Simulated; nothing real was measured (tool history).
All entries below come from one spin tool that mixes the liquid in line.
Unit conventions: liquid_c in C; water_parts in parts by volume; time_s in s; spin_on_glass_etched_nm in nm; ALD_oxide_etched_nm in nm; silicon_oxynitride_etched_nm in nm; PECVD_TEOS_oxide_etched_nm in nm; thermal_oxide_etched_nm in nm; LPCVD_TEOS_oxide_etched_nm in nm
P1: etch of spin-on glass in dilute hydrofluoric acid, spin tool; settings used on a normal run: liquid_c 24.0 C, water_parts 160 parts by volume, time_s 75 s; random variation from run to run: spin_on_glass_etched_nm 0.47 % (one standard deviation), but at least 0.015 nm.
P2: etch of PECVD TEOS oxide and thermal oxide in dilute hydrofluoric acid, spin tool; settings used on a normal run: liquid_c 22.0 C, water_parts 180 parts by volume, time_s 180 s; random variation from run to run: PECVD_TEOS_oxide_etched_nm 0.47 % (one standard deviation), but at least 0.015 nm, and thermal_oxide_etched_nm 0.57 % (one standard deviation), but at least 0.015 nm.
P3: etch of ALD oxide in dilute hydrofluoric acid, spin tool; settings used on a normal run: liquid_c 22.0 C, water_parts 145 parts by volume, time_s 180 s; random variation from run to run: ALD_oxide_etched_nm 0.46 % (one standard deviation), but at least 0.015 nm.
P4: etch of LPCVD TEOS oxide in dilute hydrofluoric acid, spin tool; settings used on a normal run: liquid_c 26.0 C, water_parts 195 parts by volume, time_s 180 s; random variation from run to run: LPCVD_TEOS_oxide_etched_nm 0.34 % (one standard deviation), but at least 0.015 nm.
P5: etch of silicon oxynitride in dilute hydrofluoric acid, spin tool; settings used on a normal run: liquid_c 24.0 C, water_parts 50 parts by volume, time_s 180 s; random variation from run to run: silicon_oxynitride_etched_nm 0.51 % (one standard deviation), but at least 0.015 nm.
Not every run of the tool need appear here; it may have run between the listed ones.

| run | day | process | liquid_c | water_parts | time_s | hours since the thermometer was replaced | hours since the hydrofluoric acid flow meter was replaced | spin_on_glass_etched_nm | ALD_oxide_etched_nm | silicon_oxynitride_etched_nm | PECVD_TEOS_oxide_etched_nm | thermal_oxide_etched_nm | LPCVD_TEOS_oxide_etched_nm |
|---|---|---|---|---|---|---|---|---|---|---|---|---|---|
| 1 | 0.192 | P1 | 24.0 | 160 | 75 | 335.7 | 344.9 | 29.8040 |  |  |  |  |  |
| 2 | 0.346 | P1 | 24.0 | 160 | 135 | 339.4 | 348.6 | 53.2060 |  |  |  |  |  |
| 3 | 0.462 | P3 | 22.0 | 225 | 180 | 342.2 | 351.4 |  | 6.8453 |  |  |  |  |
| 4 | 0.600 | P1 | 24.0 | 55 | 75 | 345.5 | 354.7 | 98.2790 |  |  |  |  |  |
| 5 | 0.712 | P5 | 32.0 | 50 | 180 | 348.2 | 357.4 |  |  | 13.7660 |  |  |  |
| 6 | 0.850 | P1 | 24.0 | 160 | 15 | 351.5 | 360.7 | 5.9301 |  |  |  |  |  |
| 7 | 0.992 | P2 | 17.0 | 180 | 180 | 354.9 | 364.1 |  |  |  | 9.7502 | 3.4402 |  |
| 8 | 1.138 | P5 | 24.0 | 50 | 180 | 358.4 | 367.6 |  |  | 9.3111 |  |  |  |
| 9 | 1.321 | P2 | 22.0 | 180 | 325 | 362.8 | 372.0 |  |  |  | 21.5930 | 7.5447 |  |
| 10 | 1.450 | P1 | 24.0 | 160 | 75 | 365.9 | 375.1 | 29.8300 |  |  |  |  |  |
| 11 | 1.617 | P1 | 24.0 | 95 | 145 | 369.9 | 379.1 | 104.3800 |  |  |  |  |  |
| 12 | 1.821 | P3 | 22.0 | 145 | 180 | 374.8 | 384.0 |  | 11.5520 |  |  |  |  |
| 13 | 1.954 | P2 | 22.0 | 255 | 180 | 378.0 | 387.2 |  |  |  | 7.8152 | 2.7195 |  |
| 14 | 2.129 | P1 | 24.0 | 160 | 75 | 382.2 | 391.4 | 29.9340 |  |  |  |  |  |
| 15 | 2.246 | P1 | 24.0 | 160 | 75 | 385.0 | 394.2 | 29.8610 |  |  |  |  |  |
| 16 | 2.362 | P3 | 22.0 | 145 | 30 | 387.8 | 397.0 |  | 1.9236 |  |  |  |  |
| 17 | 2.462 | P3 | 22.0 | 145 | 180 | 390.2 | 399.4 |  | 11.7640 |  |  |  |  |
| 18 | 2.617 | P1 | 29.0 | 160 | 75 | 393.9 | 403.1 | 35.7200 |  |  |  |  |  |
| 19 | 2.792 | P3 | 17.0 | 145 | 180 | 398.1 | 407.3 |  | 9.5411 |  |  |  |  |
| 20 | 3.004 | P1 | 24.0 | 245 | 75 | 403.2 | 412.4 | 17.5410 |  |  |  |  |  |
| 21 | 3.167 | P4 | 31.0 | 195 | 180 | 407.1 | 416.3 |  |  |  |  |  | 24.302 |
| 22 | 3.371 | P1 | 24.0 | 160 | 75 | 412.0 | 421.2 | 29.5920 |  |  |  |  |  |
| 23 | 3.496 | P1 | 24.0 | 160 | 75 | 415.0 | 424.2 | 29.6450 |  |  |  |  |  |
| 24 | 3.683 | P5 | 24.0 | 75 | 180 | 419.5 | 428.7 |  |  | 6.0536 |  |  |  |
| 25 | 3.846 | P1 | 18.5 | 160 | 75 | 423.4 | 432.6 | 23.9260 |  |  |  |  |  |
| 26 | 3.971 | P1 | 18.5 | 245 | 75 | 426.4 | 435.6 | 14.4930 |  |  |  |  |  |
| 27 | 4.129 | P5 | 24.0 | 50 | 95 | 430.2 | 439.4 |  |  | 4.9573 |  |  |  |
| 28 | 4.321 | P4 | 26.0 | 300 | 180 | 434.8 | 444.0 |  |  |  |  |  | 11.789 |
| 29 | 4.462 | P4 | 26.0 | 195 | 180 | 438.2 | 447.4 |  |  |  |  |  | 20.316 |
| 30 | 4.646 | P2 | 22.0 | 180 | 180 | 442.6 | 451.8 |  |  |  | 11.8890 | 4.1449 |  |
| 31 | 4.779 | P4 | 26.0 | 195 | 325 | 445.8 | 455.0 |  |  |  |  |  | 36.444 |
| 32 | 4.946 | P1 | 24.0 | 160 | 75 | 449.8 | 459.0 | 29.3940 |  |  |  |  |  |
| 33 | 5.092 | P1 | 24.0 | 160 | 75 | 453.3 | 462.5 | 29.6480 |  |  |  |  |  |
| 34 | 5.246 | P1 | 24.0 | 160 | 75 | 457.0 | 466.2 | 30.7330 |  |  |  |  |  |
| 35 | 5.438 | P1 | 24.0 | 160 | 75 | 461.6 | 470.8 | 30.8300 |  |  |  |  |  |
| 36 | 5.658 | P1 | 24.0 | 160 | 75 | 466.9 | 476.1 | 31.7410 |  |  |  |  |  |
| 37 | 5.796 | P1 | 24.0 | 160 | 75 | 470.2 | 479.4 | 31.6740 |  |  |  |  |  |
| 38 | 5.900 | P1 | 24.0 | 160 | 75 | 472.7 | 481.9 | 31.6870 |  |  |  |  |  |
| 39 | 6.042 | P1 | 24.0 | 160 | 75 | 476.1 | 485.3 | 32.0340 |  |  |  |  |  |
| 40 | 6.246 | P1 | 24.0 | 160 | 75 | 481.0 | 490.2 | 32.1310 |  |  |  |  |  |
| 41 | 6.433 | P1 | 24.0 | 160 | 75 | 485.5 | 494.7 | 32.2060 |  |  |  |  |  |
| 42 | 6.533 | P1 | 24.0 | 160 | 75 | 487.9 | 497.1 | 32.1530 |  |  |  |  |  |

What P1 gives has crept off from where it sat before. The 2 causes that follow fit the log equally well, each at the size noted:
A: hydrofluoric acid flow above the setpoint (%) = 6.54
B: liquid hotter than its thermometer reads (K) = 1.99
The drift started at roughly day 5.092.

Below are 4 check runs, each averaged over 2 wafers, with their results shown as question marks. Which of them would give clearly different results depending on which cause is behind the drift?
| check 1 | 6.633 | P5 | 24.0 | 50 | 180 |  |  |  |  | ? |  |  |  |
| check 2 | 6.633 | P2 | 22.0 | 180 | 180 |  |  |  |  |  | ? | ? |  |
| check 3 | 6.633 | P4 | 26.0 | 195 | 180 |  |  |  |  |  |  |  | ? |
| check 4 | 6.633 | P3 | 22.0 | 145 | 180 |  |  |  | ? |  |  |  |  |

Check results expected under each cause:
| check | result | if A | if B |
|---|---|---|---|
| check 1 | silicon_oxynitride_etched_nm | 9.9788 | 10.2880 |
| check 2 | PECVD_TEOS_oxide_etched_nm | 12.8560 | 12.8600 |
| check 2 | thermal_oxide_etched_nm | 4.4779 | 4.4792 |
| check 3 | LPCVD_TEOS_oxide_etched_nm | 21.939 | 21.816 |
| check 4 | ALD_oxide_etched_nm | 12.4820 | 12.5310 |
Distance between the nearest two causes, measured in the result of the check that separates them most: check 1 3.05 %; check 2 0.03 %; check 3 0.56 %; check 4 0.39 %
The causes can be told apart only by check 1. The other checks would give nearly the same results under each of them.

Check 1 was then run and gave: silicon_oxynitride_etched_nm 10.0220 nm. Which cause is it?

It was cause A: hydrofluoric acid flow above the setpoint (%).

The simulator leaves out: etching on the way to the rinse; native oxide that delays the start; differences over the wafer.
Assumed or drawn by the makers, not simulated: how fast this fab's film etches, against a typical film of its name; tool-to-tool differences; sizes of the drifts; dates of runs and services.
